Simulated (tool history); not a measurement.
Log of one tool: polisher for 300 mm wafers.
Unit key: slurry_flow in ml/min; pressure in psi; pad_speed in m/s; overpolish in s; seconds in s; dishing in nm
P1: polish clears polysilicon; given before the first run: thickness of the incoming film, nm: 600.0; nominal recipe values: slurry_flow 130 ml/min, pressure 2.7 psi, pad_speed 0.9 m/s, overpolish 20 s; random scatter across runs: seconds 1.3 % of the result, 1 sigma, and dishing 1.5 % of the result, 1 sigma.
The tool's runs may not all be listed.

run   hour  slurry_flow  pressure  pad_speed  overpolish  seconds  dishing
  1   16.9          130       2.7        0.9          20   39.244    87.07
  2     35          180       3.9        0.9          20   26.056   88.525
  3   43.5          130       2.7       0.44          20   82.055   73.149
  4   58.9          130         2        0.9          20   53.935   84.225
      67.3  -- slurry nozzle cleaned
  5   77.2          130       2.7       1.38          20   26.018   92.594
  6   92.3          130       2.7        0.9          20   40.318   86.738
  7  111.6          130       2.7        0.9          20   40.376   85.703
  8  129.4           80       2.7        0.9          20   43.869   84.982
  9  145.6          130       2.7        0.9          20   40.218   88.031
 10  163.4          130       4.1        0.9          20   26.013   89.796
 11  175.2          170       2.7        0.9           6   37.941   58.385
 12  189.8          165       2.7        0.9          20   38.667   87.829
 13  205.7          130       2.7        0.9           6   40.438   57.782
 14  220.8          130       2.7        0.9          35   39.498   90.478
 15  231.5           80       2.7       1.14          20   35.348   88.667
 16    243          130       2.7        0.9          20   40.196   87.203
 17    259          130       2.7        0.9          20   40.005   87.375
 18  269.8          130       2.7        0.9          20   41.236   86.308
 19  279.3          130       2.7        0.9          20   41.553   87.366
 20  290.6          130       2.7        0.9          20   43.012   86.401
     301.8  -- head pressure recalibrated
 21  303.3          130       2.7        0.9          20   43.891   84.697
 22  321.2          130       2.7        0.9          20   44.504   86.557
 23  339.4          130       2.7        0.9          20   44.074   86.521
 24  354.3          130       2.7        0.9          20   44.629   88.312

P1 no longer gives what it gave before; its output has crept away from where it was. The following 2 causes, each at its listed size, fit the log equally well:
A: removal rate lost through wear of the pad, % = 9.88
B: slurry flow missing at the pad, % = 34.9
At approximately hour 259, the process output began to creep.
All other causes, with the reason each is excluded:
head's pressure below its setpoint, %: was serviced at hour 301.8, once the creep was under way, yet the earlier output never came back

4 check runs are offered, each on 5 wafers whose results are averaged, their results left as question marks. Which one tells the causes apart?
check 1  369.2          130       3.9        0.9           6        ?        ?
check 2  369.2           85       3.7        0.9          20        ?        ?
check 3  369.2          130       2.7       1.36          20        ?        ?
check 4  369.2          130       3.6        1.3          20        ?        ?

What every check run would give for each of its results, assuming each possible cause in turn:
  check   result    if A    if B
check 1  seconds  30.733  30.736
check 1  dishing  66.152  66.149
check 2  seconds  35.904  37.585
check 2  dishing    88.7  88.298
check 3  seconds  29.377   29.38
check 3  dishing   89.95  89.949
check 4  seconds  23.049  23.052
check 4  dishing  90.645  90.645
How far apart the two closest causes lie, in the result that separates them most: check 1 0.01 %; check 2 4.58 %; check 3 0.01 %; check 4 0.01 %
Check 2 is the one run that separates the causes; every other check would come out nearly the same whichever cause is at work.

Check 2 has now been run. It gave: seconds 35.844 s; dishing 88.915 nm. Which of the candidate causes is it?

The cause is A: removal rate lost through wear of the pad, %.

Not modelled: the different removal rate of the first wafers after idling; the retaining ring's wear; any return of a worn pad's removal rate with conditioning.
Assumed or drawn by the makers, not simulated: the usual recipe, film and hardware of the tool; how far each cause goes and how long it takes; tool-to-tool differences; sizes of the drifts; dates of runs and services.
